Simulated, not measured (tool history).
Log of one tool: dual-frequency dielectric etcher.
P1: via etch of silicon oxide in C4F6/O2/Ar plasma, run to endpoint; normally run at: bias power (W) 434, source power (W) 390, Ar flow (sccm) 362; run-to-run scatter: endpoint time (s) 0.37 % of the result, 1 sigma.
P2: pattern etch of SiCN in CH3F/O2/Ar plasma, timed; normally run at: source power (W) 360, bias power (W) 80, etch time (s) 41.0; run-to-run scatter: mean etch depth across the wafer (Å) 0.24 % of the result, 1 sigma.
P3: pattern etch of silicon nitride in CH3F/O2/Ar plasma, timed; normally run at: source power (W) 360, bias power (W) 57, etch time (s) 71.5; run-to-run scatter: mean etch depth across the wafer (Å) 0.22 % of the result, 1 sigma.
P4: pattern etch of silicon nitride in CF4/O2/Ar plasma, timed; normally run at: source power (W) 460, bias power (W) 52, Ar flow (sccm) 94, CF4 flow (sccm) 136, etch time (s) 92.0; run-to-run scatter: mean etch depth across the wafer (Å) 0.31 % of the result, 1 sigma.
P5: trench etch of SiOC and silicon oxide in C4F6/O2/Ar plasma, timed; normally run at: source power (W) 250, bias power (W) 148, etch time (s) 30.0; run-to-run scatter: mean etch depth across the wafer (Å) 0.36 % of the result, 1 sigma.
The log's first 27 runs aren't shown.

run   hour  process that ran  bias power (W)  source power (W)  Ar flow (sccm)  etch time (s)  CF4 flow (sccm)  hours since the last wet clean  hours since the last bias power generator calibration  hours since the last source power generator calibration  hours since the last Ar flow controller change  endpoint time (s)  mean etch depth across the wafer (Å)
 28  309.2                P2              49               360                           41.0                                            407.9                                                 2790.3                                                     24.0                                           236.9                                                  128.600
 29  318.9                P1             434               390             362                                                           417.6                                                 2800.0                                                     33.7                                           246.6             27.521
 30  329.5                P1             315               390             362                                                           428.2                                                 2810.6                                                     44.3                                           257.2             30.870
 31  339.0                P4              52               460              94          124.5              136                           437.7                                                 2820.1                                                     53.8                                           266.7                                                 2260.700
 32  352.7                P4              52               460              94           92.0               89                           451.4                                                 2833.8                                                     67.5                                           280.4                                                 1591.000
 33  367.3                P3              79               360                           71.5                                            466.0                                                 2848.4                                                     82.1                                           295.0                                                  506.560
 34  382.8                P1             434               390             362                                                           481.5                                                 2863.9                                                     97.6                                           310.5             27.500
 35  393.7                P1             434               390             362                                                           492.4                                                 2874.8                                                    108.5                                           321.4             27.833
 36  402.6                P1             434               390             362                                                           501.3                                                 2883.7                                                    117.4                                           330.3             27.921
 37  412.9                P1             434               390             362                                                           511.6                                                 2894.0                                                    127.7                                           340.6             27.917
 38  424.5                P1             434               390             362                                                           523.2                                                 2905.6                                                    139.3                                           352.2             27.890
 39  432.8                P1             434               390             362                                                           531.5                                                 2913.9                                                    147.6                                           360.5             28.092

Run 40 comes next. What will it give?
     434.4  -- wet clean of the chamber
 40  443.5                P1             434               390             362                                                             9.1                                                 2924.6                                                    158.3                                           371.2                  ?

endpoint time (s): 28.012
